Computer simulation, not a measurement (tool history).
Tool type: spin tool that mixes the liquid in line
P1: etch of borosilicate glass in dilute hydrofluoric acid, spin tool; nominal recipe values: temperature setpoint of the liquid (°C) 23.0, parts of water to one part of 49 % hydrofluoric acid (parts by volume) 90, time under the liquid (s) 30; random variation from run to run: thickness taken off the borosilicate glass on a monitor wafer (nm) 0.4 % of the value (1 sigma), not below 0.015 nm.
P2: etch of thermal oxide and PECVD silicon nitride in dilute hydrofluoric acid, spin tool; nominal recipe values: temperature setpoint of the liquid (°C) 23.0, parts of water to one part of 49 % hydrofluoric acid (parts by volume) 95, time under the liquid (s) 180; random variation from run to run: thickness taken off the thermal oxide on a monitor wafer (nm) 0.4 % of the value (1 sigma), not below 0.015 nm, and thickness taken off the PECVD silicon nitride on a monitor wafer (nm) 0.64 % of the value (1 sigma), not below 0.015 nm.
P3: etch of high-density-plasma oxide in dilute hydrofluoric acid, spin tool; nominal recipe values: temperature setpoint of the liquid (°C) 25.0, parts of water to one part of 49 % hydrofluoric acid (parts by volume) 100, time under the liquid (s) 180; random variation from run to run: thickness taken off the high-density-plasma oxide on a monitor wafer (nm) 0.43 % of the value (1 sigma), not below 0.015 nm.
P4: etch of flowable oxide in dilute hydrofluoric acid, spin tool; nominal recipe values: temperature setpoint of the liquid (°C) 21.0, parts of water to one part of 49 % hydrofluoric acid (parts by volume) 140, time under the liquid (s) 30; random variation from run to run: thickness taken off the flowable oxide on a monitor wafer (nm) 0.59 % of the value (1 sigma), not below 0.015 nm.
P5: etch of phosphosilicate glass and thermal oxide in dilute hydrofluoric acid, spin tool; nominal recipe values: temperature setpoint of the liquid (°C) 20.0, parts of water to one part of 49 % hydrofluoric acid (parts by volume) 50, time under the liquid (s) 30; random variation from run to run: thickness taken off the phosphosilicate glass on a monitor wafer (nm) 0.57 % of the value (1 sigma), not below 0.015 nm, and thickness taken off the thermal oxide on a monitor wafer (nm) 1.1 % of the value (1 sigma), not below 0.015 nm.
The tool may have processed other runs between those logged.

run   hour  process that ran  temperature setpoint of the liquid (°C)  parts of water to one part of 49 % hydrofluoric acid (parts by volume)  time under the liquid (s)  hours since the thermometer was replaced  hours since the hydrofluoric acid flow meter was replaced  thickness taken off the borosilicate glass on a monitor wafer (nm)  thickness taken off the phosphosilicate glass on a monitor wafer (nm)  thickness taken off the thermal oxide on a monitor wafer (nm)  thickness taken off the PECVD silicon nitride on a monitor wafer (nm)  thickness taken off the high-density-plasma oxide on a monitor wafer (nm)  thickness taken off the flowable oxide on a monitor wafer (nm)
  1   12.1                P1                                     23.0                                                                      90                         30                                     619.9                                                     1109.1                                                             11.7290
  2   25.2                P5                                     20.0                                                                      50                         45                                     633.0                                                     1122.2                                                                                                                                    162.910                                                        3.67350
  3   31.1                P1                                     23.0                                                                      90                         50                                     638.9                                                     1128.1                                                             19.4630
  4   38.8                P2                                     17.0                                                                      95                        180                                     646.6                                                     1135.8                                                                                                                                                                                                   6.73760                                                                 2.5675
  5   46.1                P3                                     25.0                                                                      45                        180                                     653.9                                                     1143.1                                                                                                                                                                                                                                                                                                                                                      37.198
  6   59.0                P2                                     23.0                                                                      95                        180                                     666.8                                                     1156.0                                                                                                                                                                                                   8.63430                                                                 3.9083
  7   71.2                P3                                     33.0                                                                     100                        180                                     679.0                                                     1168.2                                                                                                                                                                                                                                                                                                                                                      20.930
  8   83.6                P1                                     23.0                                                                      90                         30                                     691.4                                                     1180.6                                                             11.7350
  9   97.2                P4                                     21.0                                                                     140                         30                                     705.0                                                     1194.2                                                                                                                                                                                                                                                                                                                                                                                                                      4.7443
     101.7  -- hydrofluoric acid flow meter replaced
 10  107.4                P1                                     23.0                                                                      90                         30                                     715.2                                                        5.8                                                             11.6450
 11  118.4                P1                                     23.0                                                                      90                         15                                     726.2                                                       16.8                                                              5.8419
     121.1  -- thermometer replaced
 12  129.4                P2                                     23.0                                                                     135                        180                                       8.4                                                       27.8                                                                                                                                                                                                   5.75200                                                                 2.7422
 13  135.6                P1                                     23.0                                                                     160                         30                                      14.6                                                       34.0                                                              6.0666
 14  146.2                P2                                     23.0                                                                      95                         20                                      25.2                                                       44.6                                                                                                                                                                                                   0.96338                                                                 0.4439
 15  152.8                P1                                     23.0                                                                      90                         30                                      31.8                                                       51.2                                                             11.6830
 16  165.6                P4                                     21.0                                                                     140                         30                                      44.6                                                       64.0                                                                                                                                                                                                                                                                                                                                                                                                                      4.7675
 17  175.7                P1                                     28.0                                                                      90                         30                                      54.7                                                       74.1                                                             14.0770
 18  184.5                P3                                     25.0                                                                     100                        335                                      63.5                                                       82.9                                                                                                                                                                                                                                                                                                                                                      28.501
 19  192.1                P3                                     25.0                                                                     100                        180                                      71.1                                                       90.5                                                                                                                                                                                                                                                                                                                                                      15.454
 20  199.1                P1                                     23.0                                                                      90                         30                                      78.1                                                       97.5                                                             11.7410
 21  207.5                P4                                     27.5                                                                     140                         30                                      86.5                                                      105.9                                                                                                                                                                                                                                                                                                                                                                                                                      6.0671
 22  219.6                P1                                     23.0                                                                      50                         15                                      98.6                                                      118.0                                                             11.0310
 23  226.1                P1                                     27.5                                                                     145                         30                                     105.1                                                      124.5                                                              8.0735
 24  237.4                P5                                     20.0                                                                      50                         30                                     116.4                                                      135.8                                                                                                                                    110.000                                                        2.49810
 25  247.5                P5                                     20.0                                                                      85                         30                                     126.5                                                      145.9                                                                                                                                     61.012                                                        1.37940
 26  259.5                P4                                     21.0                                                                     255                         30                                     138.5                                                      157.9                                                                                                                                                                                                                                                                                                                                                                                                                      2.2982
 27  271.9                P1                                     18.0                                                                      90                         30                                     150.9                                                      170.3                                                              9.4931
 28  281.2                P1                                     23.0                                                                      20                         30                                     160.2                                                      179.6                                                             57.7360
 29  289.7                P4                                     21.0                                                                     140                         60                                     168.7                                                      188.1                                                                                                                                                                                                                                                                                                                                                                                                                      9.4122
 30  302.0                P5                                     17.0                                                                      50                         30                                     181.0                                                      200.4                                                                                                                                     95.308                                                        2.18680
 31  314.6                P1                                     23.0                                                                      90                         30                                     193.6                                                      213.0                                                             11.6480
 32  326.8                P1                                     23.0                                                                      90                         30                                     205.8                                                      225.2                                                             11.7440
 33  334.1                P1                                     23.0                                                                      90                         30                                     213.1                                                      232.5                                                             11.3970
 34  347.6                P1                                     23.0                                                                      90                         30                                     226.6                                                      246.0                                                             11.2090
 35  353.9                P1                                     23.0                                                                      90                         30                                     232.9                                                      252.3                                                             11.0880
 36  367.0                P1                                     23.0                                                                      90                         30                                     246.0                                                      265.4                                                             11.0650
 37  378.2                P1                                     23.0                                                                      90                         30                                     257.2                                                      276.6                                                             10.9630
 38  390.5                P1                                     23.0                                                                      90                         30                                     269.5                                                      288.9                                                             10.9150
 39  400.8                P1                                     23.0                                                                      90                         30                                     279.8                                                      299.2                                                             10.9530

The log shows P1 creeping away from where it was. Any of the 2 causes listed here, at the size stated for it, fits the log just as well as the others:
A: hydrofluoric acid flow below the setpoint (%) = 5.58
B: liquid colder than its thermometer reads (K) = 1.58
The process output started creeping at around hour 326.8.

Of the 4 check runs below, each run on 3 wafers with the results averaged and each result still a question mark, which one would tell the listed causes apart?
check 1  411.1                P3                                     25.0                                                                      45                        275                                                                                                                                                                                                                                                                                                                                                                                                                                                                ?
check 2  411.1                P2                                     19.5                                                                      95                         95                                                                                                                                                                                                                                                                                                              ?                                                                      ?
check 3  411.1                P5                                     20.0                                                                      80                         30                                                                                                                                                                                                                                               ?                                                              ?
check 4  411.1                P4                                     21.0                                                                     140                         60                                                                                                                                                                                                                                                                                                                                                                                                                                                                                                                                ?

Predicted outcomes, by check and by cause:
  check                                                                     result     if A     if B
check 1  thickness taken off the high-density-plasma oxide on a monitor wafer (nm)   53.033   52.815
check 2              thickness taken off the thermal oxide on a monitor wafer (nm)  3.71670  3.70830
check 2      thickness taken off the PECVD silicon nitride on a monitor wafer (nm)   1.5372   1.4579
check 3      thickness taken off the phosphosilicate glass on a monitor wafer (nm)   61.990   61.784
check 3              thickness taken off the thermal oxide on a monitor wafer (nm)  1.40760  1.40300
check 4             thickness taken off the flowable oxide on a monitor wafer (nm)   8.8394   8.8672
Separation of the two closest causes in each check, using whichever result separates them best: check 1 0.41 %; check 2 5.3 %; check 3 0.33 %; check 4 0.31 %
Check 2 is the one run that separates the causes; every other check would come out nearly the same whichever cause is at work.

Running check 2 produced the following: thickness taken off the thermal oxide on a monitor wafer (nm) 3.70340; thickness taken off the PECVD silicon nitride on a monitor wafer (nm) 1.4685. Which one of the listed causes fits?

It was cause B: liquid colder than its thermometer reads (K).

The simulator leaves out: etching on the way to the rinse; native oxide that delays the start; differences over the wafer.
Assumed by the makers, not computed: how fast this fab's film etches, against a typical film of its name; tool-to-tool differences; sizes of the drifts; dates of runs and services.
